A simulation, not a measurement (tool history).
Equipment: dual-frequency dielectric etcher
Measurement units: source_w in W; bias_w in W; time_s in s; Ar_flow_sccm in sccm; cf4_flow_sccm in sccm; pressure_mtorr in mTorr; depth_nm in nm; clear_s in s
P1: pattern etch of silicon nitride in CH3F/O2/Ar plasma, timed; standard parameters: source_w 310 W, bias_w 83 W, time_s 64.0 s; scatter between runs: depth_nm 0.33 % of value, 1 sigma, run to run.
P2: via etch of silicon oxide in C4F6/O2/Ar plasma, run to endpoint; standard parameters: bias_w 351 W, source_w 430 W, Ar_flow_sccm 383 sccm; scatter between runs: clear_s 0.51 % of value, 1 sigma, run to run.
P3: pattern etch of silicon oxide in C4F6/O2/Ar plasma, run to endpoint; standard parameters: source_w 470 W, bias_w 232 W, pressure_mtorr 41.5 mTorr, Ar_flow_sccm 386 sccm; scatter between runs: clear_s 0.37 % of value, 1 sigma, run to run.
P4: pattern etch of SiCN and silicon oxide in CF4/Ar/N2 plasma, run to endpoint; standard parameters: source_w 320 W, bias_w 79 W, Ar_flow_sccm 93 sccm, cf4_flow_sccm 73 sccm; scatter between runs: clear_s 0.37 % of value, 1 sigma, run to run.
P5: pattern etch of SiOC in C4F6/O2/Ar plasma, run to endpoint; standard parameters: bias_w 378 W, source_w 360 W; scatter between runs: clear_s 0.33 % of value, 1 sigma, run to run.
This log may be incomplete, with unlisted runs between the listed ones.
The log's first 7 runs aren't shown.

run  hour  process  source_w  bias_w  time_s  Ar_flow_sccm  cf4_flow_sccm  pressure_mtorr  hours since the last wet clean  hours since the last source power generator calibration  hours since the last bias power generator calibration  depth_nm  clear_s
     17.8  -- source power generator calibrated
  8  20.9       P5       360     378                                                                                300.4                                                      3.1                                                 1963.8            11.1400
  9  23.6       P5       360     378                                                                                303.1                                                      5.8                                                 1966.5            11.1440
 10  26.7       P1       310      83    64.0                                                                        306.2                                                      8.9                                                 1969.6    42.136
 11  28.8       P1       310      66    46.5                                                                        308.3                                                     11.0                                                 1971.7    28.349
 12  30.9       P4       320      79                   115             73                                           310.4                                                     13.1                                                 1973.8            23.9800
 13  33.6       P1       200      83    64.0                                                                        313.1                                                     15.8                                                 1976.5    35.895
 14  35.6       P3       380     232                   386                           41.5                           315.1                                                     17.8                                                 1978.5             9.1340
 15  39.0       P2       290     351                   383                                                          318.5                                                     21.2                                                 1981.9            36.1720
 16  43.2       P2       430     351                   383                                                          322.7                                                     25.4                                                 1986.1            31.2700
 17  47.2       P5       450     378                                                                                326.7                                                     29.4                                                 1990.1            10.2610
 18  49.9       P1       310      83    87.5                                                                        329.4                                                     32.1                                                 1992.8    57.923
 19  53.7       P3       470     232                   386                           41.5                           333.2                                                     35.9                                                 1996.6             8.5066
 20  56.6       P2       430     351                   492                                                          336.1                                                     38.8                                                 1999.5            32.2690
 21  60.5       P5       360     272                                                                                340.0                                                     42.7                                                 2003.4            12.5240
 22  62.7       P4       320      49                    93             73                                           342.2                                                     44.9                                                 2005.6            27.1870
 23  65.4       P1       400      97    64.0                                                                        344.9                                                     47.6                                                 2008.3    49.096
 24  68.7       P1       310     104    64.0                                                                        348.2                                                     50.9                                                 2011.6    45.696
 25  72.7       P1       310      83    64.0                                                                        352.2                                                     54.9                                                 2015.6    42.016
 26  75.5       P1       310      83    64.0                                                                        355.0                                                     57.7                                                 2018.4    42.431
 27  79.5       P2       430     459                   383                                                          359.0                                                     61.7                                                 2022.4            28.1940
 28  81.5       P3       470     143                   386                           41.5                           361.0                                                     63.7                                                 2024.4             9.8682
 29  83.6       P3       470     232                   386                           56.0                           363.1                                                     65.8                                                 2026.5             8.7801
 30  85.6       P4       320      79                    93             49                                           365.1                                                     67.8                                                 2028.5            24.5460

Run 31, settings as shown, results not yet in. Your forecast:
 31  88.6       P3       470     232                   386                           41.5                           368.1                                                     70.8                                                 2031.5                  ?

{"run 31": {"clear_s": 8.454}}
